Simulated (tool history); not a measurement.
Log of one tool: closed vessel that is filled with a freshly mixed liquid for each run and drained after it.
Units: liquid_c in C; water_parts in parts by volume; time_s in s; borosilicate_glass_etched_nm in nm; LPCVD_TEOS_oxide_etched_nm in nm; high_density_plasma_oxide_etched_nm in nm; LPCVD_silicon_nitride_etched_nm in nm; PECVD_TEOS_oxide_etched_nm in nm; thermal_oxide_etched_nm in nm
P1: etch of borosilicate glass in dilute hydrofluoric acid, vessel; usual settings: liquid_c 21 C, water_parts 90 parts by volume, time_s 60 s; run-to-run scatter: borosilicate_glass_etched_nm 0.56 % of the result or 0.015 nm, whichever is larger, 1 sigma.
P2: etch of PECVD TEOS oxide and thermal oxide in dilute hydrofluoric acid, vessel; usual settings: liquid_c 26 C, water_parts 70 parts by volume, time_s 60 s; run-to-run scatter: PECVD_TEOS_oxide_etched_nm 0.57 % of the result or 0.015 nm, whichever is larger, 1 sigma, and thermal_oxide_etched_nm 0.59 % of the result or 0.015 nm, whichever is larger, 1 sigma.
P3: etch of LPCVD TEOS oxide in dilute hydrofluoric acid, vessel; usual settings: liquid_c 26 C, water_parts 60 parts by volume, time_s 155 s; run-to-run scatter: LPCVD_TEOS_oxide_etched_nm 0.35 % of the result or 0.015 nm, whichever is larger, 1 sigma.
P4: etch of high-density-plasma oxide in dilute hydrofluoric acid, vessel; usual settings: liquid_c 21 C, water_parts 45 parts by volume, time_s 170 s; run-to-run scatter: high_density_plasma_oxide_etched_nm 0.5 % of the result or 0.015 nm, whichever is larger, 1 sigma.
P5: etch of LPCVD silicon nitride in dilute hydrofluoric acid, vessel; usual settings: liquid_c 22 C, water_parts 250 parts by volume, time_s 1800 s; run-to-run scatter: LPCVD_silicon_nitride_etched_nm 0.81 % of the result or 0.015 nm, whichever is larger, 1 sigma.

| run | day | process | liquid_c | water_parts | time_s | hours since the thermometer was replaced | hours since the hydrofluoric acid flow meter was replaced | borosilicate_glass_etched_nm | LPCVD_TEOS_oxide_etched_nm | high_density_plasma_oxide_etched_nm | LPCVD_silicon_nitride_etched_nm | PECVD_TEOS_oxide_etched_nm | thermal_oxide_etched_nm |
|---|---|---|---|---|---|---|---|---|---|---|---|---|---|
| 1 | 0.279 | P1 | 21 | 90 | 60 | 910.3 | 244.7 | 25.339 |  |  |  |  |  |
| 2 | 0.488 | P3 | 20 | 60 | 155 | 915.3 | 249.7 |  | 37.644 |  |  |  |  |
| 3 | 0.667 | P4 | 21 | 65 | 170 | 919.6 | 254 |  |  | 12.236 |  |  |  |
| 4 | 0.825 | P1 | 21 | 90 | 60 | 923.4 | 257.8 | 25.381 |  |  |  |  |  |
| 5 | 1.175 | P5 | 22 | 250 | 1800 | 931.8 | 266.2 |  |  |  | 3.0041 |  |  |
| 6 | 1.425 | P4 | 21 | 45 | 30 | 937.8 | 272.2 |  |  | 3.1339 |  |  |  |
| 7 | 1.629 | P1 | 21 | 145 | 60 | 942.7 | 277.1 | 14.881 |  |  |  |  |  |
| 8 | 1.85 | P1 | 27 | 90 | 60 | 948 | 282.4 | 32.407 |  |  |  |  |  |
| 9 | 2.058 | P4 | 21 | 45 | 170 | 953 | 287.4 |  |  | 18.004 |  |  |  |
| 10 | 2.367 | P1 | 21 | 20 | 60 | 960.4 | 294.8 | 125.87 |  |  |  |  |  |
| 11 | 2.671 | P2 | 26 | 70 | 60 | 967.7 | 302.1 |  |  |  |  | 15.704 | 4.4192 |
| 12 | 2.933 | P1 | 17 | 90 | 60 | 974 | 308.4 | 21.732 |  |  |  |  |  |
| 13 | 3.179 | P1 | 21 | 160 | 30 | 979.9 | 314.3 | 6.7059 |  |  |  |  |  |
| 14 | 3.438 | P5 | 22 | 250 | 855 | 986.1 | 320.5 |  |  |  | 1.4519 |  |  |
| 15 | 3.733 | P2 | 26 | 120 | 60 | 993.2 | 327.6 |  |  |  |  | 8.7083 | 2.4759 |
| 16 | 4.1 | P3 | 26 | 60 | 155 | 1002 | 336.4 |  | 48.122 |  |  |  |  |
| 17 | 4.321 | P1 | 21 | 90 | 60 | 1007.3 | 341.7 | 25.547 |  |  |  |  |  |
| 18 | 4.592 | P4 | 27.5 | 45 | 170 | 1013.8 | 348.2 |  |  | 23.668 |  |  |  |
| 19 | 4.804 | P1 | 21 | 90 | 60 | 1018.9 | 353.3 | 25.752 |  |  |  |  |  |
| 20 | 5.104 | P5 | 22 | 155 | 1800 | 1026.1 | 360.5 |  |  |  | 4.8553 |  |  |
| 21 | 5.371 | P1 | 21 | 90 | 90 | 1032.5 | 366.9 | 38.238 |  |  |  |  |  |
| 22 | 5.558 | P5 | 18 | 250 | 1800 | 1037 | 371.4 |  |  |  | 2.3404 |  |  |
| 23 | 5.85 | P3 | 26 | 95 | 155 | 1044 | 378.4 |  | 29.23 |  |  |  |  |
| 24 | 6.104 | P5 | 22 | 250 | 1800 | 1050.1 | 384.5 |  |  |  | 3.0586 |  |  |
| 25 | 6.304 | P1 | 21 | 90 | 30 | 1054.9 | 389.3 | 12.807 |  |  |  |  |  |
| 26 | 6.583 | P2 | 21 | 70 | 60 | 1061.6 | 396 |  |  |  |  | 12.823 | 3.6734 |
| 27 | 6.842 | P3 | 26 | 60 | 30 | 1067.8 | 402.2 |  | 9.3073 |  |  |  |  |
| 28 | 7.204 | P1 | 21 | 90 | 60 | 1076.5 | 410.9 | 25.685 |  |  |  |  |  |
| 29 | 7.375 | P2 | 26 | 70 | 30 | 1080.6 | 415 |  |  |  |  | 7.9217 | 2.2579 |
| 30 | 7.712 | P1 | 21 | 90 | 60 | 1088.7 | 423.1 | 25.629 |  |  |  |  |  |
| 31 | 7.875 | P1 | 21 | 90 | 60 | 1092.6 | 427 | 25.273 |  |  |  |  |  |
| 32 | 8.238 | P1 | 21 | 90 | 60 | 1101.3 | 435.7 | 24.812 |  |  |  |  |  |
| 33 | 8.538 | P1 | 21 | 90 | 60 | 1108.5 | 442.9 | 24.434 |  |  |  |  |  |
| 34 | 8.775 | P1 | 21 | 90 | 60 | 1114.2 | 448.6 | 24.183 |  |  |  |  |  |
| 35 | 9.012 | P1 | 21 | 90 | 60 | 1119.9 | 454.3 | 24.307 |  |  |  |  |  |
| 36 | 9.279 | P1 | 21 | 90 | 60 | 1126.3 | 460.7 | 24.196 |  |  |  |  |  |

What P1 gives has crept away from where it was. These 2 causes fit the log equally well, each at the size given:
A: hydrofluoric acid flow below the setpoint (%) = 5.04
B: liquid colder than its thermometer reads (K) = 1.39
The creep began at about day 7.712.

4 check runs are offered, each on 5 wafers whose results are averaged, their results left as question marks. Which one tells the causes apart?
| check 1 | 9.546 | P4 | 21 | 45 | 170 |  |  |  |  | ? |  |  |  |
| check 2 | 9.546 | P5 | 22 | 250 | 1800 |  |  |  |  |  | ? |  |  |
| check 3 | 9.546 | P3 | 26 | 60 | 155 |  |  |  | ? |  |  |  |  |
| check 4 | 9.546 | P2 | 26 | 70 | 60 |  |  |  |  |  |  | ? | ? |

What each check would give under each cause:
| check | result | if A | if B |
|---|---|---|---|
| check 1 | high_density_plasma_oxide_etched_nm | 17.048 | 16.974 |
| check 2 | LPCVD_silicon_nitride_etched_nm | 2.8956 | 2.7879 |
| check 3 | LPCVD_TEOS_oxide_etched_nm | 45.458 | 45.451 |
| check 4 | PECVD_TEOS_oxide_etched_nm | 14.935 | 14.952 |
| check 4 | thermal_oxide_etched_nm | 4.2372 | 4.2418 |
How far apart the two closest causes lie, in the result that separates them most: check 1 0.44 %; check 2 3.79 %; check 3 0.02 %; check 4 0.11 %
Check 2 tells the causes apart: in the others they would give nearly the same result.

Check 2 was then run and gave: LPCVD_silicon_nitride_etched_nm 2.8078 nm. Which cause is it?

It is B: liquid colder than its thermometer reads (K).
